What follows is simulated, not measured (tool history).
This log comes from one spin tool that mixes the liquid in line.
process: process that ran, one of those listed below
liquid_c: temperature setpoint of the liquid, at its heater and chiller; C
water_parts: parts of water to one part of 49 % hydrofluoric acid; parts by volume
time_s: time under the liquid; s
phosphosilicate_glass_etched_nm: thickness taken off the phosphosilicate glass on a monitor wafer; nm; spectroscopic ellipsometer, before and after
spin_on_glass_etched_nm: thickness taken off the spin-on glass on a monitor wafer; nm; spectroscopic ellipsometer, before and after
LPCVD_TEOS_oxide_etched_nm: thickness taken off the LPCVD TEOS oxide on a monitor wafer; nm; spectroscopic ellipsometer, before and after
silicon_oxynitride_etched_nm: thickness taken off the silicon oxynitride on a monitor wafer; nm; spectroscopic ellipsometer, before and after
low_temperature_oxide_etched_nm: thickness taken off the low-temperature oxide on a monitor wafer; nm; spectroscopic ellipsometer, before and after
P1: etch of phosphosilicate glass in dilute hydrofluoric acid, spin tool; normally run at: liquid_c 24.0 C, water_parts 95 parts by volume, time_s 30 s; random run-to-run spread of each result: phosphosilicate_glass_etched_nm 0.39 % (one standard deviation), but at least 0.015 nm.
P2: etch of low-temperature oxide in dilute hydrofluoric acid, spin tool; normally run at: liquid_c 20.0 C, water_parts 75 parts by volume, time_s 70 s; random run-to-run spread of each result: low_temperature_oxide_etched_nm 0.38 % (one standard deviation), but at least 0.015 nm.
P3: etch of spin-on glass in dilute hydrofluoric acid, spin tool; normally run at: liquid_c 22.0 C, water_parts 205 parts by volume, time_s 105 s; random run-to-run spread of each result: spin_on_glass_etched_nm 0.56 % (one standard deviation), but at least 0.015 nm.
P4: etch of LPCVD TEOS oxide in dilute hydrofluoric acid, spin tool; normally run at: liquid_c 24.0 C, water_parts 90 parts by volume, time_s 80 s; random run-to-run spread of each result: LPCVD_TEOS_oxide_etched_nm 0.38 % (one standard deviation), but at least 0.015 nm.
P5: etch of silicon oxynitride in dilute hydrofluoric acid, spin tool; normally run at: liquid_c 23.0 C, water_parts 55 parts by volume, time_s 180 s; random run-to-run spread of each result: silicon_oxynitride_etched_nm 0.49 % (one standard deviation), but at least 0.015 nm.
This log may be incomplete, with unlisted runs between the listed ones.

run   hour  process  liquid_c  water_parts  time_s  phosphosilicate_glass_etched_nm  spin_on_glass_etched_nm  LPCVD_TEOS_oxide_etched_nm  silicon_oxynitride_etched_nm  low_temperature_oxide_etched_nm
  1    2.2       P1      24.0           95      30                           44.247
  2    5.3       P1      29.0           95      30                           53.921
  3    9.8       P3      17.0          205     105                                                   18.2730
  4   12.7       P4      24.0           90      80                                                                                31.218
  5   15.5       P5      23.0           55     180                                                                                                              9.0978
  6   18.9       P2      20.0          140      70                                                                                                                                               5.7846
  7   21.7       P1      24.0           95      30                           44.441
  8   25.5       P3      22.0          205     105                                                   22.0900
  9   27.9       P5      23.0           85     180                                                                                                              5.7143
 10   31.5       P2      20.0           75     130                                                                                                                                              21.4670
 11   35.2       P4      30.5           90      80                                                                                39.974
 12   37.4       P1      24.0          145      30                           27.423
 13   40.2       P1      24.0           95      15                           22.152
 14   44.4       P1      24.0           95      30                           44.366
 15   46.6       P5      17.0           55     180                                                                                                              6.7550
 16   49.2       P1      17.5           95      30                           34.047
 17   53.7       P2      17.0           75      70                                                                                                                                              10.2560
 18   58.5       P1      24.0           20      30                          232.640
 19   62.5       P3      22.0          315     105                                                   12.9040
 20   64.6       P5      23.0           55     300                                                                                                             15.1540
 21   68.8       P1      24.0           20      15                          116.010
 22   72.2       P2      20.0           75      70                                                                                                                                              11.6290
 23   74.9       P2      20.0           75      70                                                                                                                                              11.6500
 24   78.2       P4      24.0           35      80                                                                                86.477
 25   81.4       P1      24.0           45      50                          166.870
 26   84.8       P4      24.0           90     145                                                                                56.282
 27   89.3       P4      24.0           90      80                                                                                31.270
 28   93.2       P1      24.0           95      45                           67.106
 29   97.8       P1      24.0           95      30                           44.459
 30  100.3       P5      23.0           55     180                                                                                                              9.0637
 31  105.0       P3      22.0          205      35                                                    7.3357
 32  108.8       P1      24.0           95      30                           44.159
 33  111.1       P1      24.0           95      30                           43.316
 34  115.0       P1      24.0           95      30                           41.934
 35  118.1       P1      24.0           95      30                           41.515
 36  120.9       P1      24.0           95      30                           40.954
 37  123.9       P1      24.0           95      30                           41.015
 38  128.5       P1      24.0           95      30                           40.728
 39  132.7       P1      24.0           95      30                           40.579
 40  137.0       P1      24.0           95      30                           40.481

The output of P1 has drifted from where it used to be. Each of the 2 causes below, taken at the size shown beside it, accounts for the log equally well:
A: liquid colder than its thermometer reads (K) = 2.44
B: hydrofluoric acid flow below the setpoint (%) = 8.36
The onset of the drift is placed at about hour 108.8.

Below are 4 check runs, each averaged over 2 wafers, with their results shown as question marks. Which of them would give clearly different results depending on which cause is behind the drift?
check 1  141.3       P4      29.5           90     120                                                                                     ?
check 2  141.3       P2      20.0          135     120                                                                                                                                                    ?
check 3  141.3       P3      19.0          205     105                                                         ?
check 4  141.3       P5      19.5           55     180                                                                                                                   ?

Outcome of each check run for each possible cause:
  check                           result     if A     if B
check 1       LPCVD_TEOS_oxide_etched_nm   52.949   52.678
check 2  low_temperature_oxide_etched_nm   9.4205   9.4098
check 3          spin_on_glass_etched_nm  17.8440  17.6890
check 4     silicon_oxynitride_etched_nm   6.7660   6.9945
Gap, in per cent, between the two causes that each check separates least, read from the result that separates them most: check 1 0.51 %; check 2 0.11 %; check 3 0.87 %; check 4 3.32 %
Only check 4 tells the causes apart: in the others they would give nearly the same result.

Running check 4 produced the following: silicon_oxynitride_etched_nm 6.7665 nm. Which one of the listed causes fits?

A is the cause: liquid colder than its thermometer reads (K).
